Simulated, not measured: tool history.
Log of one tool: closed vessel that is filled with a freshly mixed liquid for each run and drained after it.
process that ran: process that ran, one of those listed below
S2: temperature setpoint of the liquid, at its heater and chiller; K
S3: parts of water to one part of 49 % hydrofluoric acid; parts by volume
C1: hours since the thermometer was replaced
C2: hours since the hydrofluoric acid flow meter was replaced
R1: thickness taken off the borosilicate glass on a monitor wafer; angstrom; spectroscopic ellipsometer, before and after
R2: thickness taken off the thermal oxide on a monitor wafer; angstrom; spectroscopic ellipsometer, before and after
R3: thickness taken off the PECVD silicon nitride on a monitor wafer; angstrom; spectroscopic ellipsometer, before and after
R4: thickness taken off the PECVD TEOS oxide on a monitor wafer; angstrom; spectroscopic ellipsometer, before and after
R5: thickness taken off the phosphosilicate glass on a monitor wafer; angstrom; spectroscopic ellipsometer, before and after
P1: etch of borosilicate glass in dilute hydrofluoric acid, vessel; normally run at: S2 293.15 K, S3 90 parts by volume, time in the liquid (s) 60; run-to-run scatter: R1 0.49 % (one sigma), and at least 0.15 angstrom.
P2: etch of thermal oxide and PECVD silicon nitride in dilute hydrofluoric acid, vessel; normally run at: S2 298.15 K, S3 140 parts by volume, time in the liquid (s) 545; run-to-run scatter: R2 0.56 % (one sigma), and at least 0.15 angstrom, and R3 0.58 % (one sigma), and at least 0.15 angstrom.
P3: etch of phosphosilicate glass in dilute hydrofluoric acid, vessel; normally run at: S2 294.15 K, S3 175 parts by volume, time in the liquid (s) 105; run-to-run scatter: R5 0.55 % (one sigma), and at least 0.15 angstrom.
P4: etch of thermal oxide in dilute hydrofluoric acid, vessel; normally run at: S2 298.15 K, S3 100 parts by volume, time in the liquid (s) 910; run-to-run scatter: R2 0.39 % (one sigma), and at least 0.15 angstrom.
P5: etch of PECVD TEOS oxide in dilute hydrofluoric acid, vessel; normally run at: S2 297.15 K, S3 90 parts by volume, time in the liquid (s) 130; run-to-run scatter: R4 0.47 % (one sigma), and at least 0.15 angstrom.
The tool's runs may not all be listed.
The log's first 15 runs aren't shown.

Run 16, hour 198.7: process that ran P1, S2 293.15 K, S3 90 parts by volume, time in the liquid (s) 60; C1 906.6; C2 745.2. Result: R1 139.670 angstrom.
Run 17, hour 208.6: process that ran P2, S2 298.15 K, S3 75 parts by volume, time in the liquid (s) 545; C1 916.5; C2 755.1. Result: R2 368.500 angstrom, R3 184.560 angstrom.
Run 18, hour 224.6: process that ran P2, S2 298.15 K, S3 140 parts by volume, time in the liquid (s) 545; C1 932.5; C2 771.1. Result: R2 180.790 angstrom, R3 99.216 angstrom.
Run 19, hour 234.7: process that ran P1, S2 290.15 K, S3 90 parts by volume, time in the liquid (s) 35; C1 942.6; C2 781.2. Result: R1 72.079 angstrom.
Run 20, hour 251.6: process that ran P4, S2 298.15 K, S3 155 parts by volume, time in the liquid (s) 910; C1 959.5; C2 798.1. Result: R2 271.960 angstrom.
Run 21, hour 263.0: process that ran P3, S2 294.15 K, S3 175 parts by volume, time in the liquid (s) 165; C1 970.9; C2 809.5. Result: R5 467.75 angstrom.
Run 22, hour 273.5: process that ran P1, S2 293.15 K, S3 90 parts by volume, time in the liquid (s) 60; C1 981.4; C2 820.0. Result: R1 140.110 angstrom.
Run 23, hour 289.2: process that ran P3, S2 294.15 K, S3 175 parts by volume, time in the liquid (s) 105; C1 997.1; C2 835.7. Result: R5 298.32 angstrom.

The next listed run, before its measurement:
Run 24, hour 299.0: process that ran P1, S2 297.15 K, S3 90 parts by volume, time in the liquid (s) 60; C1 1006.9; C2 845.5. Result: R1 ?.

Run 24 gave R1 165.410 angstrom.
